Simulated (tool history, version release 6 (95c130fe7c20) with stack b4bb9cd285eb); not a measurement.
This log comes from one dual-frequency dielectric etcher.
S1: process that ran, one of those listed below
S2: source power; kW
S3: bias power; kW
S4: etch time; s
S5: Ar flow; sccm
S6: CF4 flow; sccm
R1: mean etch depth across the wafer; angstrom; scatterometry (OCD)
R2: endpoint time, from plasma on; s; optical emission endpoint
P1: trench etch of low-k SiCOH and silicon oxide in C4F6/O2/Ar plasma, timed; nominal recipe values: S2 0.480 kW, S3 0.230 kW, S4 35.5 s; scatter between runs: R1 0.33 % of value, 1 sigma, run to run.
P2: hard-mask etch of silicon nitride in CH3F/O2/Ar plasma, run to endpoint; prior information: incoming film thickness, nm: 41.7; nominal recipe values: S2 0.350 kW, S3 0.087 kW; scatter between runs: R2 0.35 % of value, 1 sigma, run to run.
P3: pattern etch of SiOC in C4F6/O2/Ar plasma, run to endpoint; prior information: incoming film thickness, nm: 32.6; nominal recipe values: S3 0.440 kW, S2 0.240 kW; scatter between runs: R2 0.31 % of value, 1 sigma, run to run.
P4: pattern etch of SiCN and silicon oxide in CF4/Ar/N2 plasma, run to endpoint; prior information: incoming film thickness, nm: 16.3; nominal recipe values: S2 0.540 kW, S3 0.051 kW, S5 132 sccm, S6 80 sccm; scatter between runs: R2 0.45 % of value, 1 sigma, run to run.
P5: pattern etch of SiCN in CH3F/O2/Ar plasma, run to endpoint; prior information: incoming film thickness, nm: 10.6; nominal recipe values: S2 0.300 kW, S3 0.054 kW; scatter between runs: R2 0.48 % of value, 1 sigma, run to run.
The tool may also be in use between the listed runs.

run 1 hour=9.0 | S1=P1 S2=0.480 S3=0.230 S4=35.5 | R1=1268.60
run 2 hour=18.9 | S1=P1 S2=0.480 S3=0.230 S4=35.5 | R1=1263.40
run 3 hour=25.9 | S1=P4 S2=0.540 S3=0.051 S5=168 S6=80 | R2=18.785
run 4 hour=39.7 | S1=P4 S2=0.540 S3=0.036 S5=132 S6=80 | R2=20.098
run 5 hour=49.3 | S1=P2 S2=0.350 S3=0.064 | R2=64.472
run 6 hour=60.9 | S1=P1 S2=0.640 S3=0.230 S4=35.5 | R1=1411.70
run 7 hour=68.4 | S1=P5 S2=0.390 S3=0.054 | R2=30.866
run 8 hour=75.2 | S1=P5 S2=0.300 S3=0.054 | R2=34.142
run 9 hour=82.8 | S1=P2 S2=0.350 S3=0.087 | R2=57.875
run 10 hour=94.6 | S1=P1 S2=0.660 S3=0.167 S4=35.5 | R1=1296.40
run 11 hour=108.2 | S1=P1 S2=0.480 S3=0.230 S4=35.5 | R1=1267.30
-- hour=115.1 bias power generator calibrated
run 12 hour=116.2 | S1=P4 S2=0.540 S3=0.051 S5=132 S6=80 | R2=17.983
run 13 hour=123.0 | S1=P1 S2=0.480 S3=0.180 S4=35.5 | R1=1166.10
run 14 hour=131.6 | S1=P4 S2=0.540 S3=0.051 S5=132 S6=80 | R2=18.137
run 15 hour=140.8 | S1=P3 S2=0.240 S3=0.572 | R2=13.005
run 16 hour=149.4 | S1=P1 S2=0.330 S3=0.230 S4=35.5 | R1=1089.00
run 17 hour=157.4 | S1=P1 S2=0.480 S3=0.230 S4=22.5 | R1=797.54
run 18 hour=166.0 | S1=P4 S2=0.540 S3=0.051 S5=132 S6=110 | R2=17.145
run 19 hour=178.0 | S1=P1 S2=0.480 S3=0.230 S4=35.5 | R1=1264.80
run 20 hour=186.8 | S1=P4 S2=0.310 S3=0.051 S5=132 S6=80 | R2=30.022
run 21 hour=200.0 | S1=P5 S2=0.300 S3=0.037 | R2=39.064
run 22 hour=209.9 | S1=P2 S2=0.350 S3=0.087 | R2=57.670
run 23 hour=221.7 | S1=P1 S2=0.480 S3=0.230 S4=35.5 | R1=1261.10
run 24 hour=232.4 | S1=P3 S2=0.240 S3=0.440 | R2=14.357
run 25 hour=240.6 | S1=P3 S2=0.240 S3=0.440 | R2=14.441
run 26 hour=251.0 | S1=P1 S2=0.480 S3=0.230 S4=35.5 | R1=1268.50
run 27 hour=258.5 | S1=P1 S2=0.480 S3=0.230 S4=35.5 | R1=1267.60
-- hour=267.4 wet clean of the chamber
run 28 hour=270.9 | S1=P1 S2=0.480 S3=0.230 S4=50.0 | R1=1775.10
run 29 hour=280.1 | S1=P2 S2=0.210 S3=0.087 | R2=69.885
run 30 hour=290.2 | S1=P1 S2=0.480 S3=0.319 S4=35.5 | R1=1412.00
run 31 hour=296.8 | S1=P3 S2=0.290 S3=0.440 | R2=13.409
run 32 hour=304.1 | S1=P1 S2=0.480 S3=0.230 S4=35.5 | R1=1256.70
run 33 hour=315.5 | S1=P1 S2=0.480 S3=0.230 S4=35.5 | R1=1251.30
run 34 hour=327.7 | S1=P1 S2=0.480 S3=0.230 S4=35.5 | R1=1245.70
run 35 hour=336.8 | S1=P1 S2=0.480 S3=0.230 S4=35.5 | R1=1245.50
run 36 hour=343.3 | S1=P1 S2=0.480 S3=0.230 S4=35.5 | R1=1253.10
run 37 hour=353.0 | S1=P1 S2=0.480 S3=0.230 S4=35.5 | R1=1250.20
-- hour=353.2 wet clean of the chamber
run 38 hour=359.3 | S1=P1 S2=0.480 S3=0.230 S4=35.5 | R1=1244.10
run 39 hour=366.3 | S1=P1 S2=0.480 S3=0.230 S4=35.5 | R1=1235.50
run 40 hour=377.3 | S1=P1 S2=0.480 S3=0.230 S4=35.5 | R1=1244.00

The output of P1 has drifted from where it used to be. Each of the 2 causes below, taken at the size shown beside it, accounts for the log equally well:
A: source power that arrives under what is set, % = 4.2
B: bias power that arrives under what is set, % = 4.94
Onset of the creep was near hour 304.1.
All other causes, with the reason each is excluded:
chamber walls in a state that lowers the etch rate, %: serviced at hour 353.2, after the change had begun; the process did not return to its earlier output

The 4 check runs listed below each average the results of 2 wafers, and their outcomes are marked with question marks. Under which run would the listed causes produce clearly different results?
run check 1 hour=388.3 | S1=P2 S2=0.350 S3=0.087 | R2=?
run check 2 hour=388.3 | S1=P4 S2=0.540 S3=0.051 S5=132 S6=80 | R2=?
run check 3 hour=388.3 | S1=P5 S2=0.300 S3=0.054 | R2=?
run check 4 hour=388.3 | S1=P3 S2=0.240 S3=0.440 | R2=?

What every check run would give for each of its results, assuming each possible cause in turn:
check=check_1 result=R2 if_A=58.694 if_B=58.819
check=check_2 result=R2 if_A=18.821 if_B=18.404
check=check_3 result=R2 if_A=34.937 if_B=34.963
check=check_4 result=R2 if_A=14.630 if_B=14.676
How far apart the two closest causes lie, in the result that separates them most: check 1 0.21 %; check 2 2.24 %; check 3 0.07 %; check 4 0.32 %
Of the check runs offered, only check 2 discriminates between the causes; the rest would read about the same regardless of which cause applies.

The results of check 2 are: R2 18.836 s. Based on these, which of the listed causes is it?

The cause is A: source power that arrives under what is set, %.
